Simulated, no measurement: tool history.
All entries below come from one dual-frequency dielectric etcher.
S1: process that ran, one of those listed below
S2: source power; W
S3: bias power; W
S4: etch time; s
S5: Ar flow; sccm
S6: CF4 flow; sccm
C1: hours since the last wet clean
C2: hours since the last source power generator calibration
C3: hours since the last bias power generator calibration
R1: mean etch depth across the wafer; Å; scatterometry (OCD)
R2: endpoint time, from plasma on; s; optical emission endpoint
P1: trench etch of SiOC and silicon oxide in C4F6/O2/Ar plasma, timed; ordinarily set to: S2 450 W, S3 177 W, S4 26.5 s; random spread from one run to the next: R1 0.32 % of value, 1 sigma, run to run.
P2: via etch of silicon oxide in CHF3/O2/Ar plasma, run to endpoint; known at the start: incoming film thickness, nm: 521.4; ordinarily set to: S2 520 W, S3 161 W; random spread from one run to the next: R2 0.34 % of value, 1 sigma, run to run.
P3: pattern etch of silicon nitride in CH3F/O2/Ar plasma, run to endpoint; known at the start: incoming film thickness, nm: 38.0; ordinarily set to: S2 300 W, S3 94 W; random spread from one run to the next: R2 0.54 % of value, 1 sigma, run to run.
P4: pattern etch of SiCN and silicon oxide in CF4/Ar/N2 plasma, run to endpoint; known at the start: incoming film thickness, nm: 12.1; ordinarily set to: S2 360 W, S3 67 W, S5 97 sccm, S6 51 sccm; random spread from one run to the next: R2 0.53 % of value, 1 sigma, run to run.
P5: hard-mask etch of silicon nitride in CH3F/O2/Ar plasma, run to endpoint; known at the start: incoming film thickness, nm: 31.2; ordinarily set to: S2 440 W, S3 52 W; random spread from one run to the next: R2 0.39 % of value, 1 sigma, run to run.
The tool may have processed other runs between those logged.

run 1 hour=9.4 | S1=P1 S2=450 S3=177 S4=26.5 | C1=103.4 C2=1511.5 C3=1895.4 | R1=557.75
run 2 hour=20.3 | S1=P1 S2=550 S3=177 S4=26.5 | C1=114.3 C2=1522.4 C3=1906.3 | R1=603.74
run 3 hour=32.4 | S1=P1 S2=370 S3=118 S4=26.5 | C1=126.4 C2=1534.5 C3=1918.4 | R1=457.25
run 4 hour=42.3 | S1=P5 S2=440 S3=52 | C1=136.3 C2=1544.4 C3=1928.3 | R2=49.855
run 5 hour=57.1 | S1=P1 S2=450 S3=177 S4=26.5 | C1=151.1 C2=1559.2 C3=1943.1 | R1=557.39
run 6 hour=70.7 | S1=P4 S2=360 S3=67 S5=97 S6=51 | C1=164.7 C2=1572.8 C3=1956.7 | R2=18.655
run 7 hour=82.6 | S1=P3 S2=300 S3=75 | C1=176.6 C2=1584.7 C3=1968.6 | R2=59.545
run 8 hour=94.7 | S1=P3 S2=430 S3=94 | C1=188.7 C2=1596.8 C3=1980.7 | R2=47.788
run 9 hour=110.7 | S1=P2 S2=320 S3=161 | C1=204.7 C2=1612.8 C3=1996.7 | R2=342.660
run 10 hour=123.4 | S1=P2 S2=520 S3=161 | C1=217.4 C2=1625.5 C3=2009.4 | R2=285.210
run 11 hour=135.2 | S1=P5 S2=320 S3=52 | C1=229.2 C2=1637.3 C3=2021.2 | R2=56.085
run 12 hour=145.9 | S1=P1 S2=450 S3=227 S4=26.5 | C1=239.9 C2=1648.0 C3=2031.9 | R1=605.56
run 13 hour=160.2 | S1=P5 S2=440 S3=52 | C1=254.2 C2=1662.3 C3=2046.2 | R2=49.876
run 14 hour=173.1 | S1=P1 S2=450 S3=177 S4=26.5 | C1=267.1 C2=1675.2 C3=2059.1 | R1=554.47
run 15 hour=184.5 | S1=P3 S2=300 S3=94 | C1=278.5 C2=1686.6 C3=2070.5 | R2=54.019
run 16 hour=199.6 | S1=P1 S2=450 S3=177 S4=26.5 | C1=293.6 C2=1701.7 C3=2085.6 | R1=556.85
run 17 hour=214.7 | S1=P4 S2=360 S3=40 S5=97 S6=51 | C1=308.7 C2=1716.8 C3=2100.7 | R2=22.193
run 18 hour=226.6 | S1=P4 S2=360 S3=67 S5=97 S6=40 | C1=320.6 C2=1728.7 C3=2112.6 | R2=19.228
run 19 hour=238.3 | S1=P2 S2=520 S3=161 | C1=332.3 C2=1740.4 C3=2124.3 | R2=284.390
run 20 hour=249.3 | S1=P2 S2=520 S3=199 | C1=343.3 C2=1751.4 C3=2135.3 | R2=266.630
run 21 hour=256.5 | S1=P5 S2=440 S3=74 | C1=350.5 C2=1758.6 C3=2142.5 | R2=44.061
run 22 hour=265.5 | S1=P1 S2=450 S3=177 S4=26.5 | C1=359.5 C2=1767.6 C3=2151.5 | R1=558.30
run 23 hour=276.0 | S1=P1 S2=270 S3=177 S4=26.5 | C1=370.0 C2=1778.1 C3=2162.0 | R1=458.79
run 24 hour=291.8 | S1=P1 S2=450 S3=134 S4=26.5 | C1=385.8 C2=1793.9 C3=2177.8 | R1=514.02
run 25 hour=306.1 | S1=P4 S2=420 S3=67 S5=97 S6=51 | C1=400.1 C2=1808.2 C3=2192.1 | R2=16.317
run 26 hour=320.7 | S1=P1 S2=450 S3=177 S4=36.0 | C1=414.7 C2=1822.8 C3=2206.7 | R1=757.36
run 27 hour=332.2 | S1=P4 S2=360 S3=67 S5=59 S6=51 | C1=426.2 C2=1834.3 C3=2218.2 | R2=17.281
run 28 hour=339.1 | S1=P1 S2=450 S3=177 S4=15.5 | C1=433.1 C2=1841.2 C3=2225.1 | R1=328.13
run 29 hour=354.8 | S1=P1 S2=450 S3=177 S4=26.5 | C1=448.8 C2=1856.9 C3=2240.8 | R1=558.59
run 30 hour=367.7 | S1=P1 S2=450 S3=177 S4=26.5 | C1=461.7 C2=1869.8 C3=2253.7 | R1=559.98
run 31 hour=376.2 | S1=P1 S2=450 S3=177 S4=26.5 | C1=470.2 C2=1878.3 C3=2262.2 | R1=551.81
run 32 hour=387.8 | S1=P1 S2=450 S3=177 S4=26.5 | C1=481.8 C2=1889.9 C3=2273.8 | R1=552.09
run 33 hour=399.0 | S1=P1 S2=450 S3=177 S4=26.5 | C1=493.0 C2=1901.1 C3=2285.0 | R1=550.55

For run 34, what comes out?
run 34 hour=412.2 | S1=P1 S2=450 S3=177 S4=26.5 | C1=506.2 C2=1914.3 C3=2298.2 | R1=?

For run 34 the tool returned R1 551.97 Å.
